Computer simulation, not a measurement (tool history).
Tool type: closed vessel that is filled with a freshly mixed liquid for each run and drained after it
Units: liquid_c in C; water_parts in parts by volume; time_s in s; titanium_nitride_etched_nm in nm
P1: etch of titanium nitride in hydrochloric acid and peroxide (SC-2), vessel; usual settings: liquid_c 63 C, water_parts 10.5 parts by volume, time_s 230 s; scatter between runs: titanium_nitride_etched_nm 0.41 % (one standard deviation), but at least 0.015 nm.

run	day	liquid_c	water_parts	time_s	hours since the thermometer was replaced	hours since the chemicals flow meter was replaced	hours since the drum of peroxide was connected	titanium_nitride_etched_nm
1	0.212	63	10.5	230	510.4	750	304.8	16.336
2	0.45	63	10.5	360	516.1	755.7	310.5	25.578
3	0.896	52	10.5	230	526.8	766.4	321.2	8.089
4	1.321	63	10.5	230	537	776.6	331.4	16.321
5	1.683	63	10.5	30	545.7	785.3	340.1	2.1417
6	2.1	63	10.5	230	555.7	795.3	350.1	16.381
# day 2.408: thermometer replaced
7	2.408	63	4	230	0	802.7	357.5	34.004
8	2.758	51	6	230	8.4	811.1	365.9	11.739
9	3.088	63	10.5	230	16.3	819	373.8	16.435
10	3.467	72	10.5	230	25.4	828.1	382.9	28.184
11	3.788	63	10.5	230	33.1	835.8	390.6	16.416
12	4.138	63	10.5	230	41.5	844.2	399	16.227
13	4.562	63	18	230	51.7	854.4	409.2	10.203
14	4.929	63	10.5	230	60.5	863.2	418	16.374
15	5.308	63	4	450	69.6	872.3	427.1	66.86
16	5.579	63	10.5	230	76.1	878.8	433.6	16.138
17	5.833	63	10.5	230	82.2	884.9	439.7	16.646
18	6.162	63	10.5	230	90.1	892.8	447.6	16.984
19	6.55	63	10.5	230	99.4	902.1	456.9	17.404
20	6.888	63	10.5	230	107.5	910.2	465	17.535
21	7.279	63	10.5	230	116.9	919.6	474.4	17.71
22	7.617	63	10.5	230	125	927.7	482.5	17.565
23	8.079	63	10.5	230	136.1	938.8	493.6	17.949
24	8.492	63	10.5	230	146	948.7	503.5	17.887

Estimate the outcome of run 25 from the log above:
25	8.721	63	10.5	230	151.5	954.2	509	?

{"run 25": {"titanium_nitride_etched_nm": 17.918}}
